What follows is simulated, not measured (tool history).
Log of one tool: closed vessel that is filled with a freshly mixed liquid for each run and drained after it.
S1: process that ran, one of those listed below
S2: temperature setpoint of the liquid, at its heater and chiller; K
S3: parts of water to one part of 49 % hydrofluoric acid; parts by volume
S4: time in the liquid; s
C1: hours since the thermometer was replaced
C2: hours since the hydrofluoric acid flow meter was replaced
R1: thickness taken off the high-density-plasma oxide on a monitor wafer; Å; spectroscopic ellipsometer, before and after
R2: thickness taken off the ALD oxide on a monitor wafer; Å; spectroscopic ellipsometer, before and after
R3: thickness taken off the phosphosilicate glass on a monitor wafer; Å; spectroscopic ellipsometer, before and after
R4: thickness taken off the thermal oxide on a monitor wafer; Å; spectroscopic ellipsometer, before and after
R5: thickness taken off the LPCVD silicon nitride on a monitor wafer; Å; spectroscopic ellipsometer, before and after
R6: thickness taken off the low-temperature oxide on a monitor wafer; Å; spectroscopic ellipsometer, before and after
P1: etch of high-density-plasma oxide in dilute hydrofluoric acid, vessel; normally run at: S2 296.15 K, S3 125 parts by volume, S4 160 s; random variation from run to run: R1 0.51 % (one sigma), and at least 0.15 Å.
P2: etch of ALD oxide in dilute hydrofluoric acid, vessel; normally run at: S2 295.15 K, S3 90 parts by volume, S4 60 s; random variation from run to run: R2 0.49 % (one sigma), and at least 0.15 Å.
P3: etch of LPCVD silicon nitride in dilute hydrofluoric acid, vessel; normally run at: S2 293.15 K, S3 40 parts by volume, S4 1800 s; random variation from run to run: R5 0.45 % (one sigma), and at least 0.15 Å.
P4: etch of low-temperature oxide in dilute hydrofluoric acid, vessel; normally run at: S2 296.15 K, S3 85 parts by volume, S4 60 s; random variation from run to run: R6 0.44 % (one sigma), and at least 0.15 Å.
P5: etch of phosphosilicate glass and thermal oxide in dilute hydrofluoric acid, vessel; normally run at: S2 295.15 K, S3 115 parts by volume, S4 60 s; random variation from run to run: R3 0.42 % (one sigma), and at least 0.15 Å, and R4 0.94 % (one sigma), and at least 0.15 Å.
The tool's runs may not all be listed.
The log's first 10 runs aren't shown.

run 11 hour=156.0 | S1=P2 S2=295.15 S3=90 S4=60 | C1=918.6 C2=353.9 | R2=65.137
run 12 hour=169.8 | S1=P4 S2=296.15 S3=85 S4=115 | C1=932.4 C2=367.7 | R6=289.88
run 13 hour=182.2 | S1=P4 S2=290.15 S3=85 S4=60 | C1=944.8 C2=380.1 | R6=118.56
run 14 hour=191.3 | S1=P1 S2=296.15 S3=210 S4=225 | C1=953.9 C2=389.2 | R1=47.8640
run 15 hour=205.2 | S1=P1 S2=300.15 S3=125 S4=160 | C1=967.8 C2=403.1 | R1=73.7240
run 16 hour=224.6 | S1=P5 S2=295.15 S3=115 S4=60 | C1=987.2 C2=422.5 | R3=769.63 R4=22.294
run 17 hour=236.8 | S1=P3 S2=293.15 S3=40 S4=3140 | C1=999.4 C2=434.7 | R5=255.36
run 18 hour=252.6 | S1=P5 S2=290.15 S3=115 S4=60 | C1=1015.2 C2=450.5 | R3=628.84 R4=18.773
run 19 hour=268.1 | S1=P1 S2=296.15 S3=125 S4=65 | C1=1030.7 C2=466.0 | R1=25.1990
run 20 hour=277.9 | S1=P2 S2=303.15 S3=90 S4=60 | C1=1040.5 C2=475.8 | R2=88.891
run 21 hour=289.3 | S1=P1 S2=296.15 S3=125 S4=160 | C1=1051.9 C2=487.2 | R1=63.0020
run 22 hour=303.3 | S1=P3 S2=293.15 S3=40 S4=1800 | C1=1065.9 C2=501.2 | R5=146.79
run 23 hour=315.5 | S1=P5 S2=295.15 S3=115 S4=30 | C1=1078.1 C2=513.4 | R3=388.25 R4=11.618
run 24 hour=325.5 | S1=P1 S2=296.15 S3=200 S4=40 | C1=1088.1 C2=523.4 | R1=9.2168
run 25 hour=337.0 | S1=P4 S2=296.15 S3=40 S4=60 | C1=1099.6 C2=534.9 | R6=340.97
run 26 hour=352.4 | S1=P3 S2=298.65 S3=40 S4=1800 | C1=1115.0 C2=550.3 | R5=212.78
run 27 hour=362.2 | S1=P1 S2=296.15 S3=125 S4=250 | C1=1124.8 C2=560.1 | R1=97.3380
run 28 hour=378.0 | S1=P1 S2=296.15 S3=125 S4=160 | C1=1140.6 C2=575.9 | R1=62.1860
run 29 hour=394.2 | S1=P2 S2=295.15 S3=25 S4=60 | C1=1156.8 C2=592.1 | R2=252.770
run 30 hour=410.9 | S1=P3 S2=293.15 S3=40 S4=1800 | C1=1173.5 C2=608.8 | R5=147.13
run 31 hour=420.3 | S1=P4 S2=296.15 S3=85 S4=60 | C1=1182.9 C2=618.2 | R6=151.74
run 32 hour=439.2 | S1=P1 S2=296.15 S3=60 S4=160 | C1=1201.8 C2=637.1 | R1=140.2500

The next listed run, before its measurement:
run 33 hour=457.3 | S1=P1 S2=296.15 S3=125 S4=160 | C1=1219.9 C2=655.2 | R1=?

R1: 62.2830 Å
